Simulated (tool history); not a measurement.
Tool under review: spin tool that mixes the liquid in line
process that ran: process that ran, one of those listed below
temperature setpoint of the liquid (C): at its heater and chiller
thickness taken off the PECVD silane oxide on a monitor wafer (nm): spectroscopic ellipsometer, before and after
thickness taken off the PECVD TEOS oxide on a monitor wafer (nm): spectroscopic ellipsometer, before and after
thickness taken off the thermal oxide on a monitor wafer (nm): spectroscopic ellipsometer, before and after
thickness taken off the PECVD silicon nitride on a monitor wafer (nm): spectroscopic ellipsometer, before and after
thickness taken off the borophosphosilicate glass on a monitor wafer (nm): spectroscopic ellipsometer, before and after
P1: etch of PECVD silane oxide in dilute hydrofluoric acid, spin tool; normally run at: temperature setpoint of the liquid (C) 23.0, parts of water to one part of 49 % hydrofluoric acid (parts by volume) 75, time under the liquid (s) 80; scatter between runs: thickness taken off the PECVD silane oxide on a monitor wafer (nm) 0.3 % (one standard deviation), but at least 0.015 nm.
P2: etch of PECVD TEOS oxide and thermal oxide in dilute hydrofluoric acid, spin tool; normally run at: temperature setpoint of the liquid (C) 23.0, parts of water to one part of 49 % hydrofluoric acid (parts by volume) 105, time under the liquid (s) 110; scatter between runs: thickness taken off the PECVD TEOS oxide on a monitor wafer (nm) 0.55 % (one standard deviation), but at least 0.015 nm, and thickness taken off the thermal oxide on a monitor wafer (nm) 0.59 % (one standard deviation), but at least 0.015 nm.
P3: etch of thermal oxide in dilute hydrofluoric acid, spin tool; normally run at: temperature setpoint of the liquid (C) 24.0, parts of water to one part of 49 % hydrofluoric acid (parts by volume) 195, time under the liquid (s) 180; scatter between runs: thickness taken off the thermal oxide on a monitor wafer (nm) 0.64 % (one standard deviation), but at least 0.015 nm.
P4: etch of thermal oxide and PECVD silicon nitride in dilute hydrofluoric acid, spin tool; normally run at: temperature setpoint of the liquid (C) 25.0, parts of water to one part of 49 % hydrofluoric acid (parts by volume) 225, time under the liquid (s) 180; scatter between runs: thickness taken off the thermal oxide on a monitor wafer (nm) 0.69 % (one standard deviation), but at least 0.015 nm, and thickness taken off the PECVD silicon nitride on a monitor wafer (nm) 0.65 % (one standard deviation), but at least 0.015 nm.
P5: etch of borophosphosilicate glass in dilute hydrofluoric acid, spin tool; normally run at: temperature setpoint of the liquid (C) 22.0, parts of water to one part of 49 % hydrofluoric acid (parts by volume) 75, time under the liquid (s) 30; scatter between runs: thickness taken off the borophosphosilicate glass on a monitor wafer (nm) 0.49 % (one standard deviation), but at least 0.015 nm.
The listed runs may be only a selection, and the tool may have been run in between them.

run,hour,process that ran,temperature setpoint of the liquid (C),parts of water to one part of 49 % hydrofluoric acid (parts by volume),time under the liquid (s),thickness taken off the PECVD silane oxide on a monitor wafer (nm),thickness taken off the PECVD TEOS oxide on a monitor wafer (nm),thickness taken off the thermal oxide on a monitor wafer (nm),thickness taken off the PECVD silicon nitride on a monitor wafer (nm),thickness taken off the borophosphosilicate glass on a monitor wafer (nm)
1,6.5,P1,23.0,75,80,38.627,,,,
2,12.6,P2,23.0,105,220,,57.903,9.2751,,
3,19.7,P1,23.0,75,80,38.846,,,,
4,24.2,P4,25.0,225,50,,,0.8858,1.0845,
5,29.2,P4,25.0,110,180,,,7.4915,8.1838,
6,33.4,P1,23.0,75,115,55.603,,,,
7,39.5,P1,23.0,75,35,17.023,,,,
8,44.8,P5,22.0,75,30,,,,,16.547
9,48.5,P3,24.0,195,180,,,3.9830,,
10,52.2,P2,18.0,105,110,,23.677,3.8591,,
11,57.1,P1,23.0,20,80,155.430,,,,
12,60.6,P5,22.0,75,60,,,,,33.572
13,64.7,P1,23.0,75,80,38.986,,,,
14,70.3,P1,19.5,75,80,33.589,,,,
15,77.5,P1,30.5,75,80,52.033,,,,
16,82.3,P5,22.0,115,30,,,,,10.392
17,86.3,P2,23.0,105,110,,29.340,4.6264,,
18,93.1,P3,24.0,195,75,,,1.6881,,
19,98.0,P4,25.0,225,180,,,3.2260,3.9970,
20,104.0,P3,24.0,40,180,,,23.6450,,
21,111.2,P1,23.0,75,80,38.937,,,,
22,115.0,P1,23.0,75,80,38.662,,,,
23,120.0,P4,25.0,225,180,,,3.2552,3.9793,
24,123.6,P5,22.0,75,30,,,,,16.650
25,129.9,P1,28.5,120,80,28.254,,,,
26,137.0,P5,17.0,75,30,,,,,13.437
27,140.9,P1,23.0,140,80,19.250,,,,
28,145.8,P4,18.0,225,180,,,2.4992,2.5879,
29,150.4,P3,17.0,195,180,,,3.0316,,
30,153.8,P2,23.0,105,110,,29.198,4.5912,,
31,158.8,P1,29.0,75,125,76.568,,,,
32,162.4,P2,23.0,175,110,,16.154,2.5942,,
33,167.9,P1,23.0,75,80,38.819,,,,
34,171.5,P1,23.0,75,80,37.669,,,,
35,174.7,P1,23.0,75,80,36.873,,,,
36,180.9,P1,23.0,75,80,36.155,,,,
37,186.8,P1,23.0,75,80,35.898,,,,
38,190.7,P1,23.0,75,80,35.810,,,,
39,194.1,P1,23.0,75,80,35.667,,,,
40,198.4,P1,23.0,75,80,35.567,,,,
41,202.6,P1,23.0,75,80,35.411,,,,

The output of P1 has drifted from where it used to be. Each of the 2 causes below, taken at the size shown beside it, accounts for the log equally well:
A: liquid colder than its thermometer reads (K) = 2.08
B: hydrofluoric acid flow below the setpoint (%) = 7.47
The onset of the drift is placed at about hour 167.9.

The list below offers 4 check runs, each averaging the results of 2 wafers, and shows each result as a question mark. For which of them would the listed causes give clearly different results?
check 1,206.8,P4,19.5,225,180,,,?,?,
check 2,206.8,P3,24.0,45,110,,,?,,
check 3,206.8,P5,18.0,75,50,,,,,?
check 4,206.8,P2,20.0,150,110,,?,?,,

Check results expected under each cause:
check,result,if A,if B
check 1,thickness taken off the thermal oxide on a monitor wafer (nm),2.4268,2.3929
check 1,thickness taken off the PECVD silicon nitride on a monitor wafer (nm),2.4423,2.5992
check 2,thickness taken off the thermal oxide on a monitor wafer (nm),11.5770,11.6260
check 3,thickness taken off the borophosphosilicate glass on a monitor wafer (nm),21.452,21.556
check 4,thickness taken off the PECVD TEOS oxide on a monitor wafer (nm),15.810,15.707
check 4,thickness taken off the thermal oxide on a monitor wafer (nm),2.5290,2.5126
Per-check spread between the two closest causes, in the result where they differ most: check 1 6.23 %; check 2 0.42 %; check 3 0.49 %; check 4 0.65 %
Only check 1 tells the causes apart: in the others they would give nearly the same result.

Check 1 has now been run. It gave: thickness taken off the thermal oxide on a monitor wafer (nm) 2.4195; thickness taken off the PECVD silicon nitride on a monitor wafer (nm) 2.4616. Which of the candidate causes is it?

A is the cause: liquid colder than its thermometer reads (K).
